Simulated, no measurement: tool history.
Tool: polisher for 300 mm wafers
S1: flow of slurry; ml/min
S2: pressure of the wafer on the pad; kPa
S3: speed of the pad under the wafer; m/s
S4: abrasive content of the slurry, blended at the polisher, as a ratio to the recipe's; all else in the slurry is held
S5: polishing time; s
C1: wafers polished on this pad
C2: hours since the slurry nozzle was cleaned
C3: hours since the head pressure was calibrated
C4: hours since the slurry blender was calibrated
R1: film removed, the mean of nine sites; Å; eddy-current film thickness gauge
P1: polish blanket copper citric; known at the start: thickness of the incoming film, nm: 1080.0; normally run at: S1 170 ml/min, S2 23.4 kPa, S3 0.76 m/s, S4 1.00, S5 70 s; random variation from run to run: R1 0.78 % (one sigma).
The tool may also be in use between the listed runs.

run,hour,S1,S2,S3,S4,S5,C1,C2,C3,C4,R1
1,4.1,170,23.4,0.76,1.00,70,188,117.3,864.1,232.7,1287.30
2,8.1,170,23.4,1.18,1.00,70,230,121.3,868.1,236.7,1981.30
3,15.3,170,23.4,0.76,1.00,70,305,128.5,875.3,243.9,1302.70
4,19.4,170,23.4,0.76,1.00,70,347,132.6,879.4,248.0,1287.30
5,23.4,170,23.4,0.76,1.00,32,389,136.6,883.4,252.0,590.63
6,30.1,170,10.3,0.76,1.00,70,458,143.3,890.1,258.7,585.51
7,36.4,220,23.4,0.76,1.00,70,524,149.6,896.4,265.0,1362.40
8,42.8,225,23.4,0.76,1.00,36,590,156.0,902.8,271.4,691.51
9,46.6,170,23.4,0.76,1.00,70,629,159.8,906.6,275.2,1281.30
10,51.0,170,23.4,0.76,1.25,70,675,164.2,911.0,279.6,1370.40
11,54.3,100,23.4,0.76,1.00,70,709,167.5,914.3,282.9,1162.30
12,58.5,170,31.7,0.76,1.00,70,753,171.7,918.5,287.1,1736.40
13,64.8,170,23.4,0.76,0.60,70,818,178.0,924.8,293.4,1170.70
14,68.1,170,23.4,0.76,1.00,105,852,181.3,928.1,296.7,1954.10
15,71.9,170,23.4,0.76,1.00,70,892,185.1,931.9,300.5,1288.00
16,77.6,170,23.4,0.50,1.00,42,951,190.8,937.6,306.2,516.77
17,84.6,170,23.4,0.38,1.00,70,1024,197.8,944.6,313.2,665.20
18,91.3,170,23.4,0.76,1.00,70,1093,204.5,951.3,319.9,1313.30
19,94.6,170,23.4,0.76,1.00,70,1127,207.8,954.6,323.2,1267.70
20,101.7,170,23.4,0.76,1.00,70,1201,214.9,961.7,330.3,1222.30
21,105.1,170,23.4,0.76,1.00,70,1236,218.3,965.1,333.7,1224.40
22,109.2,170,23.4,0.76,1.00,70,1279,222.4,969.2,337.8,1202.20
# hour 115.1: worn pad replaced by a new one
# hour 116.1: slurry blender recalibrated
23,116.3,170,23.4,0.76,1.00,70,13,229.5,976.3,0.2,1216.70
24,121.9,170,23.4,0.76,1.00,70,71,235.1,981.9,5.8,1206.50
25,126.6,170,23.4,0.76,1.00,70,119,239.8,986.6,10.5,1184.90
26,131.2,170,23.4,0.76,1.00,70,167,244.4,991.2,15.1,1201.50
27,136.7,170,23.4,0.76,1.00,70,224,249.9,996.7,20.6,1197.00

What P1 gives has crept away from where it was. These 2 causes fit the log equally well, each at the size given:
A: head's pressure below its setpoint, % = 7.92
B: slurry flow missing at the pad, % = 34.6
The creep began at about hour 91.3.
Why every other cause is out:
removal rate lost through wear of the pad, %: serviced at hour 115.1, which brought nothing back
abrasive missing from the slurry, %: serviced at hour 116.1, which brought nothing back

4 check runs are offered, each on 2 wafers whose results are averaged, their results left as question marks. Which one tells the causes apart?
check 1,142.2,170,14.5,0.58,1.00,70,,,,,?
check 2,142.2,170,17.9,0.76,1.00,70,,,,,?
check 3,142.2,170,23.4,1.16,1.00,38,,,,,?
check 4,142.2,100,23.4,0.76,1.00,40,,,,,?

What each check would give under each cause:
check,result,if A,if B
check 1,R1,582.01,580.54
check 2,R1,921.80,921.15
check 3,R1,979.33,980.11
check 4,R1,614.22,585.42
How far apart the two closest causes lie, in the result that separates them most: check 1 0.25 %; check 2 0.07 %; check 3 0.08 %; check 4 4.8 %
Check 4 tells the causes apart: in the others they would give nearly the same result.

Then check 4 was run and gave: R1 612.61 Å. Which cause is it?

It is A: head's pressure below its setpoint, %.

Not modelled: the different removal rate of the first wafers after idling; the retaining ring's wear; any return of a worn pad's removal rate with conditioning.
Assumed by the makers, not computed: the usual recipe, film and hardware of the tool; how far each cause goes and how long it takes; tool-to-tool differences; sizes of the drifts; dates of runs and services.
